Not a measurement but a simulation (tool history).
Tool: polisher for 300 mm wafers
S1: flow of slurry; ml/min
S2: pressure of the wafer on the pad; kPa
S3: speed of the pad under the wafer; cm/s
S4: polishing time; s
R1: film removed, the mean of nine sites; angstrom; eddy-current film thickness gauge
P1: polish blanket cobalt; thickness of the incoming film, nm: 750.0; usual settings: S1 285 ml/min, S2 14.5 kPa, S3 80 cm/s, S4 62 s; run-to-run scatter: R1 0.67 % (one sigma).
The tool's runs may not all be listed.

| run | hour | S1 | S2 | S3 | S4 | R1 |
|---|---|---|---|---|---|---|
| 1 | 8.4 | 285 | 14.5 | 80 | 62 | 3134.4 |
| 2 | 15 | 195 | 14.5 | 106 | 62 | 3995 |
| 3 | 22.3 | 285 | 14.5 | 80 | 62 | 3111.9 |
| 4 | 30.9 | 285 | 14.5 | 80 | 62 | 3115.7 |
| 5 | 40.3 | 285 | 20.7 | 80 | 62 | 4504.7 |
| 6 | 50.9 | 285 | 14.5 | 80 | 99 | 4963.6 |
| 7 | 56.2 | 195 | 21.4 | 80 | 62 | 4471.8 |
| 8 | 64 | 285 | 14.5 | 80 | 62 | 3118.8 |
| 9 | 74 | 285 | 7.6 | 80 | 62 | 1668.6 |
|  | 76.7 | head pressure recalibrated |
| 10 | 80.8 | 285 | 14.5 | 80 | 62 | 3109.6 |
| 11 | 89.2 | 420 | 14.5 | 80 | 62 | 3187.9 |
| 12 | 98.9 | 285 | 14.5 | 80 | 42 | 2104.5 |
| 13 | 108.4 | 170 | 14.5 | 80 | 62 | 2926.4 |
| 14 | 120 | 285 | 14.5 | 58 | 62 | 2268.7 |
| 15 | 130.9 | 285 | 14.5 | 116 | 62 | 4572.3 |
|  | 135.6 | slurry nozzle cleaned |
| 16 | 140.3 | 285 | 17.9 | 80 | 28 | 1754.7 |
| 17 | 147.5 | 285 | 14.5 | 80 | 62 | 3123.6 |
| 18 | 157.2 | 285 | 14.5 | 80 | 62 | 3097.1 |
| 19 | 164.6 | 285 | 14.5 | 80 | 62 | 3090.7 |
| 20 | 173.6 | 285 | 14.5 | 80 | 62 | 3053.8 |
| 21 | 182.6 | 285 | 14.5 | 80 | 62 | 3043 |
| 22 | 192.1 | 285 | 14.5 | 80 | 62 | 3044.4 |
|  | 192.4 | worn pad replaced by a new one |
| 23 | 199.3 | 285 | 14.5 | 80 | 62 | 3032.7 |
| 24 | 204.9 | 285 | 14.5 | 80 | 62 | 2990.2 |
| 25 | 215.9 | 285 | 14.5 | 80 | 62 | 3011.9 |
| 26 | 221.9 | 285 | 14.5 | 80 | 62 | 2996.2 |

The next listed run, before its measurement:
| 27 | 227.8 | 285 | 14.5 | 80 | 62 | ? |

R1: 3008.3 angstrom
